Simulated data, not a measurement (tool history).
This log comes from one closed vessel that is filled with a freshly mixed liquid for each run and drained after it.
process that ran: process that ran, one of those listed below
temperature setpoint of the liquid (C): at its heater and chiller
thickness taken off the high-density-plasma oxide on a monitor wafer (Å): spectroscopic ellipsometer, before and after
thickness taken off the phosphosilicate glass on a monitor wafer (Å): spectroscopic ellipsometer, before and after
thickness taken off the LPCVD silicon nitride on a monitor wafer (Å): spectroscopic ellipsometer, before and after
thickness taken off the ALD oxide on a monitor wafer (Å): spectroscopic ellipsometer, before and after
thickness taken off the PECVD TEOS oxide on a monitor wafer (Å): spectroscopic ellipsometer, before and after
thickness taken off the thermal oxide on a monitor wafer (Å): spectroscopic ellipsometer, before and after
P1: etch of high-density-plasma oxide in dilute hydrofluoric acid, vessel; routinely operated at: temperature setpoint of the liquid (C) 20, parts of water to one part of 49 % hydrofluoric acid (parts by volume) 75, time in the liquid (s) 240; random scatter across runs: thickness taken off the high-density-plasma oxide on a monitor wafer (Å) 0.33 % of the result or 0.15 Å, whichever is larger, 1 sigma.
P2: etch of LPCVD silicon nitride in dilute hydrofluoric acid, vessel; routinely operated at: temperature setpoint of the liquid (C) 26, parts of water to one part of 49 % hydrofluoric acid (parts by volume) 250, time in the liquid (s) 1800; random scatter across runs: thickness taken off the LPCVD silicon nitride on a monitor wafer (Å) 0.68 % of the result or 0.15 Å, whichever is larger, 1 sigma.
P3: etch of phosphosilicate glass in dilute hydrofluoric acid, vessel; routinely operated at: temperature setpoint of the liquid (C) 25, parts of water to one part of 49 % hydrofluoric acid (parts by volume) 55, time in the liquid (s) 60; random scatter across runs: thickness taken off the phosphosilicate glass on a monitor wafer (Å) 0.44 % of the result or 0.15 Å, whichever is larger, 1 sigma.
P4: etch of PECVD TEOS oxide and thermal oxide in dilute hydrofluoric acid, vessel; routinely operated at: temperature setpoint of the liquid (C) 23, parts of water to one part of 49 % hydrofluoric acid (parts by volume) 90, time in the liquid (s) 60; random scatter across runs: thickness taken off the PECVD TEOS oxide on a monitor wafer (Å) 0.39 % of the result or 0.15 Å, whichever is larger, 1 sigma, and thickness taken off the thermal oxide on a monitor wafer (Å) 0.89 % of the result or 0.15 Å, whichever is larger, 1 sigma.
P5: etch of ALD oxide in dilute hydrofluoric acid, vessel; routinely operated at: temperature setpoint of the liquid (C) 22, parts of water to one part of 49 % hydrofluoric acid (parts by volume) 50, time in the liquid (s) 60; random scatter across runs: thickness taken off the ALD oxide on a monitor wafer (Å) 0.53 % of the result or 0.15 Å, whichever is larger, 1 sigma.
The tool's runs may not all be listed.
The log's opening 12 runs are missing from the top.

run	day	process that ran	temperature setpoint of the liquid (C)	parts of water to one part of 49 % hydrofluoric acid (parts by volume)	time in the liquid (s)	thickness taken off the high-density-plasma oxide on a monitor wafer (Å)	thickness taken off the phosphosilicate glass on a monitor wafer (Å)	thickness taken off the LPCVD silicon nitride on a monitor wafer (Å)	thickness taken off the ALD oxide on a monitor wafer (Å)	thickness taken off the PECVD TEOS oxide on a monitor wafer (Å)	thickness taken off the thermal oxide on a monitor wafer (Å)
13	7.246	P3	25	95	60		752.82				
14	7.717	P1	27	75	465	607.68					
15	8.062	P2	26	145	1800			67.45			
16	8.392	P1	20	75	100	97.841					
17	8.704	P4	23	90	60					105.16	30.415
18	9.242	P2	26	250	3010			65.351			
19	9.588	P2	30.5	250	1800			50.795			
20	10.188	P5	22	50	60				233.23		
21	10.5	P5	22	50	115				451.39		
22	10.838	P5	27	50	60				289.85		
23	11.179	P3	25	55	60		1357.7				
24	11.829	P1	27.5	20	240	1301.3					
25	12.271	P1	20	115	240	147.35					

What will run 26 give?
26	12.75	P4	23	50	60					?	?

{"run 26": {"thickness taken off the PECVD TEOS oxide on a monitor wafer (Å)": 200.66, "thickness taken off the thermal oxide on a monitor wafer (Å)": 58.047}}
